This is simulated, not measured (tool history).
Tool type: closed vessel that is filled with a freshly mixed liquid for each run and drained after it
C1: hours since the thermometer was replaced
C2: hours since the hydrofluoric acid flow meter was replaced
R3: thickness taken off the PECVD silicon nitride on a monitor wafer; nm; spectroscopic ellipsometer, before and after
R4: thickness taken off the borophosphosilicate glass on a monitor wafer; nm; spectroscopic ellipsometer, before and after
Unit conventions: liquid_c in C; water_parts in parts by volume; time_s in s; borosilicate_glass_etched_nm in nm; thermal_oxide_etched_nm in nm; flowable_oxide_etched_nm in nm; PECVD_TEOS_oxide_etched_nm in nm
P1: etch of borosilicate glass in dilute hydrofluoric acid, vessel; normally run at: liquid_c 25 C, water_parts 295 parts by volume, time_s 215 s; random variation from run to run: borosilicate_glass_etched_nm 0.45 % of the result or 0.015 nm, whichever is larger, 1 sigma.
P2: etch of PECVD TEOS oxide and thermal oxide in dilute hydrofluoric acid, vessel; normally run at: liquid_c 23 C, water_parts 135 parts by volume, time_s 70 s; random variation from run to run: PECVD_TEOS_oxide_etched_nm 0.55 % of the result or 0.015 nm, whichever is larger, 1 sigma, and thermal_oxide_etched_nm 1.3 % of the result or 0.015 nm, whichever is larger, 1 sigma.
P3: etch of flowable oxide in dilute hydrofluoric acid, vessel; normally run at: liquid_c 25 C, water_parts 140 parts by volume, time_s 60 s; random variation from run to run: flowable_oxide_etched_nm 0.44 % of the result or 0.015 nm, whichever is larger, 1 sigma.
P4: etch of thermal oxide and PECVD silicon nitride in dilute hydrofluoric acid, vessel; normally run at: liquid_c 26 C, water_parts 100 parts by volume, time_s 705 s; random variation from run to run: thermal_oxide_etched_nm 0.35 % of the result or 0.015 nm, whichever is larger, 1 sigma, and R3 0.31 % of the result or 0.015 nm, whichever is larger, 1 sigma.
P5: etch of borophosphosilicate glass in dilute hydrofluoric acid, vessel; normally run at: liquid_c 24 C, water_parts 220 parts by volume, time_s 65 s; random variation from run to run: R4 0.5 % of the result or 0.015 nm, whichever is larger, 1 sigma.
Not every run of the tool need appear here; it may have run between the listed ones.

Run 1, hour 12.7: process P1, liquid_c 25 C, water_parts 295 parts by volume, time_s 215 s; C1 832.2; C2 184.2. Result: borosilicate_glass_etched_nm 28.135 nm.
Run 2, hour 21.5: process P4, liquid_c 26 C, water_parts 100 parts by volume, time_s 705 s; C1 841; C2 193. Result: thermal_oxide_etched_nm 32.531 nm, R3 43.376 nm.
Run 3, hour 28.1: process P1, liquid_c 25 C, water_parts 295 parts by volume, time_s 75 s; C1 847.6; C2 199.6. Result: borosilicate_glass_etched_nm 9.8608 nm.
Run 4, hour 39.4: process P5, liquid_c 24 C, water_parts 220 parts by volume, time_s 30 s; C1 858.9; C2 210.9. Result: R4 6.3903 nm.
Run 5, hour 46: process P4, liquid_c 26 C, water_parts 170 parts by volume, time_s 705 s; C1 865.5; C2 217.5. Result: thermal_oxide_etched_nm 17.564 nm, R3 25.385 nm.
Run 6, hour 59.6: process P3, liquid_c 25 C, water_parts 140 parts by volume, time_s 30 s; C1 879.1; C2 231.1. Result: flowable_oxide_etched_nm 6.8587 nm.
Run 7, hour 72: process P1, liquid_c 25 C, water_parts 295 parts by volume, time_s 215 s; C1 891.5; C2 243.5. Result: borosilicate_glass_etched_nm 28.019 nm.
Run 8, hour 80.6: process P4, liquid_c 18.5 C, water_parts 100 parts by volume, time_s 705 s; C1 900.1; C2 252.1. Result: thermal_oxide_etched_nm 24.272 nm, R3 26.168 nm.
Run 9, hour 93.5: process P3, liquid_c 25 C, water_parts 140 parts by volume, time_s 60 s; C1 913; C2 265. Result: flowable_oxide_etched_nm 13.739 nm.
Run 10, hour 105.9: process P1, liquid_c 25 C, water_parts 295 parts by volume, time_s 340 s; C1 925.4; C2 277.4. Result: borosilicate_glass_etched_nm 44.449 nm.
Run 11, hour 116.2: process P4, liquid_c 26 C, water_parts 100 parts by volume, time_s 30 s; C1 935.7; C2 287.7. Result: thermal_oxide_etched_nm 1.3842 nm, R3 1.8186 nm.
Run 12, hour 128.3: process P2, liquid_c 23 C, water_parts 135 parts by volume, time_s 70 s; C1 947.8; C2 299.8. Result: thermal_oxide_etched_nm 2.1572 nm, PECVD_TEOS_oxide_etched_nm 7.7396 nm.
Run 13, hour 138.4: process P3, liquid_c 25 C, water_parts 140 parts by volume, time_s 60 s; C1 957.9; C2 309.9. Result: flowable_oxide_etched_nm 13.679 nm.
Run 14, hour 145.8: process P1, liquid_c 20 C, water_parts 200 parts by volume, time_s 215 s; C1 965.3; C2 317.3. Result: borosilicate_glass_etched_nm 37.826 nm.
Run 15, hour 153.1: process P2, liquid_c 23 C, water_parts 215 parts by volume, time_s 70 s; C1 972.6; C2 324.6. Result: thermal_oxide_etched_nm 1.1865 nm, PECVD_TEOS_oxide_etched_nm 4.421 nm.
Run 16, hour 165.6: process P1, liquid_c 25 C, water_parts 295 parts by volume, time_s 215 s; C1 985.1; C2 337.1. Result: borosilicate_glass_etched_nm 27.984 nm.
Run 17, hour 175.9: process P5, liquid_c 24 C, water_parts 390 parts by volume, time_s 65 s; C1 995.4; C2 347.4. Result: R4 6.7289 nm.
Run 18, hour 182.8: process P2, liquid_c 23 C, water_parts 135 parts by volume, time_s 70 s; C1 1002.3; C2 354.3. Result: thermal_oxide_etched_nm 2.1446 nm, PECVD_TEOS_oxide_etched_nm 7.6478 nm.
Run 19, hour 196: process P1, liquid_c 25 C, water_parts 540 parts by volume, time_s 215 s; C1 1015.5; C2 367.5. Result: borosilicate_glass_etched_nm 12.301 nm.
Run 20, hour 203.3: process P3, liquid_c 21.5 C, water_parts 140 parts by volume, time_s 60 s; C1 1022.8; C2 374.8. Result: flowable_oxide_etched_nm 12.109 nm.
Run 21, hour 209.4: process P1, liquid_c 25 C, water_parts 75 parts by volume, time_s 215 s; C1 1028.9; C2 380.9. Result: borosilicate_glass_etched_nm 141.25 nm.
Run 22, hour 221: process P2, liquid_c 23 C, water_parts 135 parts by volume, time_s 30 s; C1 1040.5; C2 392.5. Result: thermal_oxide_etched_nm 0.89199 nm, PECVD_TEOS_oxide_etched_nm 3.295 nm.
Run 23, hour 234: process P5, liquid_c 19 C, water_parts 220 parts by volume, time_s 65 s; C1 1053.5; C2 405.5. Result: R4 11.501 nm.
Run 24, hour 242: process P1, liquid_c 29 C, water_parts 295 parts by volume, time_s 370 s; C1 1061.5; C2 413.5. Result: borosilicate_glass_etched_nm 54.869 nm.
Run 25, hour 252.7: process P2, liquid_c 28.5 C, water_parts 135 parts by volume, time_s 70 s; C1 1072.2; C2 424.2. Result: thermal_oxide_etched_nm 2.6737 nm, PECVD_TEOS_oxide_etched_nm 9.5033 nm.
Run 26, hour 262.2: process P5, liquid_c 24 C, water_parts 220 parts by volume, time_s 65 s; C1 1081.7; C2 433.7. Result: R4 13.844 nm.
At hour 268.8: thermometer replaced.
Run 27, hour 269.4: process P4, liquid_c 26 C, water_parts 100 parts by volume, time_s 705 s; C1 0.7; C2 440.9. Result: thermal_oxide_etched_nm 32.603 nm, R3 43.003 nm.
Run 28, hour 278.3: process P1, liquid_c 33 C, water_parts 295 parts by volume, time_s 215 s; C1 9.6; C2 449.8. Result: borosilicate_glass_etched_nm 36.604 nm.
Run 29, hour 289.2: process P1, liquid_c 25 C, water_parts 295 parts by volume, time_s 215 s; C1 20.5; C2 460.7. Result: borosilicate_glass_etched_nm 28.103 nm.
Run 30, hour 300.9: process P3, liquid_c 25 C, water_parts 225 parts by volume, time_s 60 s; C1 32.2; C2 472.4. Result: flowable_oxide_etched_nm 7.8285 nm.
Run 31, hour 312.6: process P1, liquid_c 25 C, water_parts 295 parts by volume, time_s 215 s; C1 43.9; C2 484.1. Result: borosilicate_glass_etched_nm 28.228 nm.
Run 32, hour 320.6: process P1, liquid_c 21 C, water_parts 295 parts by volume, time_s 215 s; C1 51.9; C2 492.1. Result: borosilicate_glass_etched_nm 24.311 nm.
Run 33, hour 333: process P1, liquid_c 25 C, water_parts 295 parts by volume, time_s 215 s; C1 64.3; C2 504.5. Result: borosilicate_glass_etched_nm 28.36 nm.
Run 34, hour 343.7: process P1, liquid_c 25 C, water_parts 295 parts by volume, time_s 215 s; C1 75; C2 515.2. Result: borosilicate_glass_etched_nm 26.875 nm.
Run 35, hour 355.9: process P1, liquid_c 25 C, water_parts 295 parts by volume, time_s 215 s; C1 87.2; C2 527.4. Result: borosilicate_glass_etched_nm 26.436 nm.
Run 36, hour 361.8: process P1, liquid_c 25 C, water_parts 295 parts by volume, time_s 215 s; C1 93.1; C2 533.3. Result: borosilicate_glass_etched_nm 26.295 nm.
Run 37, hour 368.3: process P1, liquid_c 25 C, water_parts 295 parts by volume, time_s 215 s; C1 99.6; C2 539.8. Result: borosilicate_glass_etched_nm 26.109 nm.
Run 38, hour 376.7: process P1, liquid_c 25 C, water_parts 295 parts by volume, time_s 215 s; C1 108; C2 548.2. Result: borosilicate_glass_etched_nm 26.184 nm.
Run 39, hour 382.8: process P1, liquid_c 25 C, water_parts 295 parts by volume, time_s 215 s; C1 114.1; C2 554.3. Result: borosilicate_glass_etched_nm 26.059 nm.

P1 has crept away from where it was. The log is fitted equally well by each of these 2 causes, at the sizes shown:
A: liquid colder than its thermometer reads (K) = 2.13
B: hydrofluoric acid flow below the setpoint (%) = 5.54
The process output started creeping at around hour 333.

Consider the 4 single-wafer check runs listed below, results given as question marks: which one distinguishes between the causes by giving clearly different results for each?
Run check 1, hour 388.9: process P4, liquid_c 19.5 C, water_parts 100 parts by volume, time_s 705 s. Result: thermal_oxide_etched_nm ?, R3 ?.
Run check 2, hour 388.9: process P3, liquid_c 25 C, water_parts 215 parts by volume, time_s 30 s. Result: flowable_oxide_etched_nm ?.
Run check 3, hour 388.9: process P5, liquid_c 24 C, water_parts 355 parts by volume, time_s 65 s. Result: R4 ?.
Run check 4, hour 388.9: process P2, liquid_c 23 C, water_parts 190 parts by volume, time_s 70 s. Result: thermal_oxide_etched_nm ?, PECVD_TEOS_oxide_etched_nm ?.

Expected result of each check under each candidate cause:
  check                      result    if A    if B
check 1     thermal_oxide_etched_nm  22.957  23.546
check 1                          R3  24.152  26.462
check 2    flowable_oxide_etched_nm  3.8153   3.844
check 3                          R4  7.0143  6.9902
check 4     thermal_oxide_etched_nm  1.3278  1.3442
check 4  PECVD_TEOS_oxide_etched_nm  4.7394   4.798
Separation of the two closest causes in each check, using whichever result separates them best: check 1 9.14 %; check 2 0.75 %; check 3 0.34 %; check 4 1.23 %
The other checks would show nearly matching results whichever cause is true, so check 1 is the only one that separates the causes.

With check 1 done, the readings were: thermal_oxide_etched_nm 23.623 nm; R3 26.488 nm. Identify which of the listed causes applies.

The cause is B: hydrofluoric acid flow below the setpoint (%).
